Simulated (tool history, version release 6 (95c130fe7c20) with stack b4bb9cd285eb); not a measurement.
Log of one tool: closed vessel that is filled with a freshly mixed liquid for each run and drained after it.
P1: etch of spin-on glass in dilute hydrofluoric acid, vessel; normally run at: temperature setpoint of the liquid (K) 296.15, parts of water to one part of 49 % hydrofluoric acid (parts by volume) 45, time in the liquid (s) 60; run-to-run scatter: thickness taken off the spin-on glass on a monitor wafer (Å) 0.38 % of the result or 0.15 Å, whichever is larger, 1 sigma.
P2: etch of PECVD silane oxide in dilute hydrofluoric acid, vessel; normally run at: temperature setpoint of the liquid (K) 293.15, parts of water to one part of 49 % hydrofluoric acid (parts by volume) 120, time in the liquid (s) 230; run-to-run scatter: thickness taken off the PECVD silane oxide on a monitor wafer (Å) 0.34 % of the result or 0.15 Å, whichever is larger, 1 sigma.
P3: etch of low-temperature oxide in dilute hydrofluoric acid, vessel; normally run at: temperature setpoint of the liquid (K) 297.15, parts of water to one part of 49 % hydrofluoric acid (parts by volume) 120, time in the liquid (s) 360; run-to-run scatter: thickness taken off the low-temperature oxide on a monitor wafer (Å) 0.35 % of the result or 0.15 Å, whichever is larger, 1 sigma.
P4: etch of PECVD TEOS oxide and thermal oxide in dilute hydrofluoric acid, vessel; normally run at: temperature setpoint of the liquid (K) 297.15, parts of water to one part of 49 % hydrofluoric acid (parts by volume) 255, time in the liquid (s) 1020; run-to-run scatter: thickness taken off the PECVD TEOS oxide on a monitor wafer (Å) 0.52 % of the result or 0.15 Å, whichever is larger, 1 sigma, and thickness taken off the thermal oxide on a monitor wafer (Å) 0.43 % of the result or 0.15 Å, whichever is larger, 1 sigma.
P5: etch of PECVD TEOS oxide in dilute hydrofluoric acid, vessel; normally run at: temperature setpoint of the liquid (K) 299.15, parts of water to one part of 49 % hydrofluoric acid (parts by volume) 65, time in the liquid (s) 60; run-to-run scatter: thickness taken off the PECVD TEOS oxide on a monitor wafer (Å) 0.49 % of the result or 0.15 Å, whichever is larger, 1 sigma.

run,hour,process that ran,temperature setpoint of the liquid (K),parts of water to one part of 49 % hydrofluoric acid (parts by volume),time in the liquid (s),hours since the thermometer was replaced,hours since the hydrofluoric acid flow meter was replaced,thickness taken off the spin-on glass on a monitor wafer (Å),thickness taken off the PECVD TEOS oxide on a monitor wafer (Å),thickness taken off the PECVD silane oxide on a monitor wafer (Å),thickness taken off the low-temperature oxide on a monitor wafer (Å),thickness taken off the thermal oxide on a monitor wafer (Å)
1,14.3,P1,296.15,45,60,450.6,1022.1,461.34,,,,
2,26.3,P5,299.15,65,30,462.6,1034.1,,99.027,,,
3,35.5,P5,299.15,65,60,471.8,1043.3,,200.17,,,
4,44.3,P1,291.65,45,60,480.6,1052.1,383.75,,,,
5,59.5,P1,299.65,45,30,495.8,1067.3,265.48,,,,
6,76.2,P1,304.15,45,30,512.5,1084,317.16,,,,
7,86.3,P5,302.65,65,60,522.6,1094.1,,228.92,,,
8,99.4,P2,293.15,120,230,535.7,1107.2,,,341.06,,
9,112.7,P1,296.15,45,30,549,1120.5,230.38,,,,
10,129.7,P3,297.15,45,360,566,1137.5,,,,951.18,
11,145.9,P1,296.15,45,60,582.2,1153.7,460.57,,,,
12,164.1,P3,297.15,120,360,600.4,1171.9,,,,325.77,
13,182.4,P4,297.15,255,1020,618.7,1190.2,,308.07,,,150.13
14,196.1,P1,296.15,20,60,632.4,1203.9,1070.9,,,,
15,212.8,P3,297.15,120,45,649.1,1220.6,,,,40.61,
16,221.5,P4,305.65,255,1020,657.8,1229.3,,413.68,,,199.68
17,234.9,P1,296.15,45,60,671.2,1242.7,460.47,,,,
18,243.9,P1,302.65,45,60,680.2,1251.7,598.37,,,,
19,255.7,P4,297.15,145,1020,692,1263.5,,621.56,,,297.92
20,272.2,P5,299.15,65,60,708.5,1280,,199.89,,,
21,288.8,P2,293.15,120,230,725.1,1296.6,,,342.72,,
22,298.2,P2,293.15,120,30,734.5,1306,,,44.365,,
23,316.5,P1,296.15,45,95,752.8,1324.3,730.8,,,,
24,326.8,P3,291.15,120,360,763.1,1334.6,,,,257.97,
25,337.6,P4,297.15,255,1645,773.9,1345.4,,504.46,,,242.92
26,347.4,P2,293.15,60,230,783.7,1355.2,,,724.75,,
# hour 355.6: hydrofluoric acid flow meter replaced
27,362.4,P4,297.15,255,1020,798.7,6.8,,310.63,,,151.03
28,374,P1,296.15,45,60,810.3,18.4,464.1,,,,
29,384.9,P5,299.15,110,60,821.2,29.3,,111.64,,,
30,402.6,P1,296.15,75,60,838.9,47,267.27,,,,
31,418.6,P1,296.15,45,60,854.9,63,460.18,,,,
32,434,P2,290.15,120,230,870.3,78.4,,,301.93,,
33,444.5,P1,296.15,45,60,880.8,88.9,460.43,,,,
34,461.7,P1,296.15,45,60,898,106.1,441.72,,,,
35,472.1,P1,296.15,45,60,908.4,116.5,435.25,,,,
36,489.1,P1,296.15,45,60,925.4,133.5,427.38,,,,
37,503.2,P1,296.15,45,60,939.5,147.6,426.36,,,,
38,519.4,P1,296.15,45,60,955.7,163.8,421.35,,,,
39,535.1,P1,296.15,45,60,971.4,179.5,424.51,,,,
40,546.3,P1,296.15,45,60,982.6,190.7,422.37,,,,

What P1 gives has crept away from where it was. These 2 causes fit the log equally well, each at the size given:
A: liquid colder than its thermometer reads (K) = 2.03
B: hydrofluoric acid flow below the setpoint (%) = 7.7
The creep began at about hour 444.5.

4 check runs are offered, one wafer each, their results left as question marks. Which one tells the causes apart?
check 1,557.5,P3,293.65,120,360,,,,,,?,
check 2,557.5,P5,299.15,95,60,,,,?,,,
check 3,557.5,P2,293.15,80,230,,,,,?,,
check 4,557.5,P4,305.15,255,1020,,,,?,,,?

What each check would give under each cause:
check,result,if A,if B
check 1,thickness taken off the low-temperature oxide on a monitor wafer (Å),260.51,258.35
check 2,thickness taken off the PECVD TEOS oxide on a monitor wafer (Å),120.86,119.62
check 3,thickness taken off the PECVD silane oxide on a monitor wafer (Å),490.49,489.26
check 4,thickness taken off the PECVD TEOS oxide on a monitor wafer (Å),381.07,366.6
check 4,thickness taken off the thermal oxide on a monitor wafer (Å),184.76,177.74
How far apart the two closest causes lie, in the result that separates them most: check 1 0.83 %; check 2 1.04 %; check 3 0.25 %; check 4 3.87 %
Check 4 tells the causes apart: in the others they would give nearly the same result.

Then check 4 was run and gave: thickness taken off the PECVD TEOS oxide on a monitor wafer (Å) 381.51; thickness taken off the thermal oxide on a monitor wafer (Å) 184.05. Which cause is it?

It is A: liquid colder than its thermometer reads (K).
